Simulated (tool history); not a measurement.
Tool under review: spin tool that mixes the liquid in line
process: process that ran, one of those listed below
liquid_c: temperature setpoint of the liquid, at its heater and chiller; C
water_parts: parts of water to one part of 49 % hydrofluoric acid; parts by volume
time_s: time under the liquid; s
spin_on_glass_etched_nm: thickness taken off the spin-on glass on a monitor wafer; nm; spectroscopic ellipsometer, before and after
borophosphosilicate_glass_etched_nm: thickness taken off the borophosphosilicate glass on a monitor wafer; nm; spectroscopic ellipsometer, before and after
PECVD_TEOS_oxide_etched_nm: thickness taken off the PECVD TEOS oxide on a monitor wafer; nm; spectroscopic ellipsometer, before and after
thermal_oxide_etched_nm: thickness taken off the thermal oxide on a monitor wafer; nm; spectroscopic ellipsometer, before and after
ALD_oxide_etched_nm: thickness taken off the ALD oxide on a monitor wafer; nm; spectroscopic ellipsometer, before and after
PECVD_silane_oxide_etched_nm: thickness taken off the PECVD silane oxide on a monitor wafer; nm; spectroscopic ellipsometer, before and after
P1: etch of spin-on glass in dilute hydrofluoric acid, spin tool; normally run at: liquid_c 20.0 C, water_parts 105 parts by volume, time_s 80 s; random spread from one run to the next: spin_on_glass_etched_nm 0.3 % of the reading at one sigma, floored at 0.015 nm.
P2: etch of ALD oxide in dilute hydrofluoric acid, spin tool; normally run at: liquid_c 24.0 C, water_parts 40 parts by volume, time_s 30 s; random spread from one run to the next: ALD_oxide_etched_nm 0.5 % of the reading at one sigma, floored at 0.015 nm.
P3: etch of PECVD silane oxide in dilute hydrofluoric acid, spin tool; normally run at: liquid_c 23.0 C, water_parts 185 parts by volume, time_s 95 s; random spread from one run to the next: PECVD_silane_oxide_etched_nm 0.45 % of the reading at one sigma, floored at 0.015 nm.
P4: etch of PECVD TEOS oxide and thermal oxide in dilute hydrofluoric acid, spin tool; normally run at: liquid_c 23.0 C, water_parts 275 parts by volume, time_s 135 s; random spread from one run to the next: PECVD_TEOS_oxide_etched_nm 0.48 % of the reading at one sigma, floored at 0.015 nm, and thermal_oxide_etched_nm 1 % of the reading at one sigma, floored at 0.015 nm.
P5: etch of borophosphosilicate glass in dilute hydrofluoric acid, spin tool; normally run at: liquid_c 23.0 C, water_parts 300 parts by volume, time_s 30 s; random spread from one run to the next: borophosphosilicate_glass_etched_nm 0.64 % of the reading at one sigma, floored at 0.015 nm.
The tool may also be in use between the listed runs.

run   hour  process  liquid_c  water_parts  time_s  hours since the thermometer was replaced  hours since the hydrofluoric acid flow meter was replaced  spin_on_glass_etched_nm  borophosphosilicate_glass_etched_nm  PECVD_TEOS_oxide_etched_nm  thermal_oxide_etched_nm  ALD_oxide_etched_nm  PECVD_silane_oxide_etched_nm
  1   14.1       P1      20.0          105      80                                     440.6                                                      476.1                  38.4790
  2   20.6       P1      20.0           50      80                                     447.1                                                      482.6                  86.5250
  3   29.9       P1      17.0          105      80                                     456.4                                                      491.9                  34.0930
  4   41.8       P5      23.0          300      30                                     468.3                                                      503.8                                                        4.7099
  5   48.8       P4      23.0          105     135                                     475.3                                                      510.8                                                                                   14.2300                  6.34580
  6   56.1       P2      30.0           40      30                                     482.6                                                      518.1                                                                                                                                 17.4200
  7   68.4       P1      20.0          105      80                                     494.9                                                      530.4                  38.4110
  8   79.7       P5      23.0          300      30                                     506.2                                                      541.7                                                        4.6660
  9   93.6       P1      20.0          105      80                                     520.1                                                      555.6                  38.6660
 10  106.7       P1      20.0          105      80                                     533.2                                                      568.7                  38.4700
 11  120.3       P4      23.0          275     135                                     546.8                                                      582.3                                                                                    4.5195                  2.06250
 12  134.5       P4      28.0          275     135                                     561.0                                                      596.5                                                                                    5.2938                  2.38740
 13  143.4       P1      20.0          105     120                                     569.9                                                      605.4                  57.9140
 14  156.9       P5      30.0          300      30                                     583.4                                                      618.9                                                        5.9158
 15  163.7       P3      23.0          185      95                                     590.2                                                      625.7                                                                                                                                                               11.2130
 16  174.8       P3      29.0          185      95                                     601.3                                                      636.8                                                                                                                                                               13.9110
 17  185.0       P4      23.0          275      25                                     611.5                                                      647.0                                                                                    0.8058                  0.36955
 18  198.8       P1      27.5          105      80                                     625.3                                                      660.8                  51.8800
 19  210.7       P1      20.0          105      15                                     637.2                                                      672.7                   7.1975
 20  224.9       P1      20.0          105      80                                     651.4                                                      686.9                  38.4290
 21  237.1       P2      24.0           40      45                                     663.6                                                      699.1                                                                                                                                 20.4290
 22  250.4       P3      23.0          185      95                                     676.9                                                      712.4                                                                                                                                                               11.1310
 23  262.5       P5      23.0          300      55                                     689.0                                                      724.5                                                        8.4983
 24  271.6       P1      17.0          170      80                                     698.1                                                      733.6                  19.6820
 25  284.3       P3      23.0          185      15                                     710.8                                                      746.3                                                                                                                                                                1.7876
 26  291.2       P1      20.0          105      80                                     717.7                                                      753.2                  38.5950
 27  300.3       P1      20.0          155      80                                     726.8                                                      762.3                  24.6740
 28  308.6       P5      23.0          520      30                                     735.1                                                      770.6                                                        2.2313
 29  318.7       P2      24.0           60      30                                     745.2                                                      780.7                                                                                                                                  8.8062
 30  328.3       P4      23.0          275     135                                     754.8                                                      790.3                                                                                    4.5486                  1.99630
 31  342.1       P3      23.0           45      95                                     768.6                                                      804.1                                                                                                                                                               54.5020
 32  348.8       P2      24.0           40      30                                     775.3                                                      810.8                                                                                                                                 13.6510
 33  362.3       P2      24.0           40      30                                     788.8                                                      824.3                                                                                                                                 13.5570
 34  371.0       P1      20.0          105      80                                     797.5                                                      833.0                  38.6550
 35  379.5       P1      20.0          105      80                                     806.0                                                      841.5                  39.3160
 36  393.5       P1      20.0          105      80                                     820.0                                                      855.5                  40.5300
 37  404.7       P1      20.0          105      80                                     831.2                                                      866.7                  41.0550
 38  416.9       P1      20.0          105      80                                     843.4                                                      878.9                  41.3410
 39  429.8       P1      20.0          105      80                                     856.3                                                      891.8                  41.4790
 40  440.8       P1      20.0          105      80                                     867.3                                                      902.8                  41.6950
 41  447.6       P1      20.0          105      80                                     874.1                                                      909.6                  41.8290
 42  461.1       P1      20.0          105      80                                     887.6                                                      923.1                  41.7390
 43  468.9       P1      20.0          105      80                                     895.4                                                      930.9                  41.9410
 44  481.4       P1      20.0          105      80                                     907.9                                                      943.4                  41.8290

P1 no longer gives what it gave before; its output has crept away from where it was. The following 2 causes, each at its listed size, fit the log equally well:
A: hydrofluoric acid flow above the setpoint (%) = 7.94
B: liquid hotter than its thermometer reads (K) = 2.1
Creep in the process output first set in at about hour 371.0.

The 4 check runs listed below each average the results of 2 wafers, and their outcomes are marked with question marks. Under which run would the listed causes produce clearly different results?
check 1  493.9       P3      23.0           60      45                                                                                                                                                                                                                                                                          ?
check 2  493.9       P2      29.5           60      30                                                                                                                                                                                                                                            ?
check 3  493.9       P4      26.0          110     135                                                                                                                                                                                              ?                        ?
check 4  493.9       P5      28.5          480      30                                                                                                                                                                  ?

What every check run would give for each of its results, assuming each possible cause in turn:
  check                               result     if A     if B
check 1         PECVD_silane_oxide_etched_nm  20.5820  20.6590
check 2                  ALD_oxide_etched_nm  11.9830  11.9620
check 3           PECVD_TEOS_oxide_etched_nm  16.5120  16.4060
check 3              thermal_oxide_etched_nm  7.33570  7.28850
check 4  borophosphosilicate_glass_etched_nm   3.2954   3.1412
Gap, in per cent, between the two causes that each check separates least, read from the result that separates them most: check 1 0.37 %; check 2 0.17 %; check 3 0.64 %; check 4 4.79 %
Of the check runs offered, only check 4 discriminates between the causes; the rest would read about the same regardless of which cause applies.

Check 4 was carried out, with these results: borophosphosilicate_glass_etched_nm 3.1298 nm. Which of the listed causes is responsible?

B is the cause: liquid hotter than its thermometer reads (K).
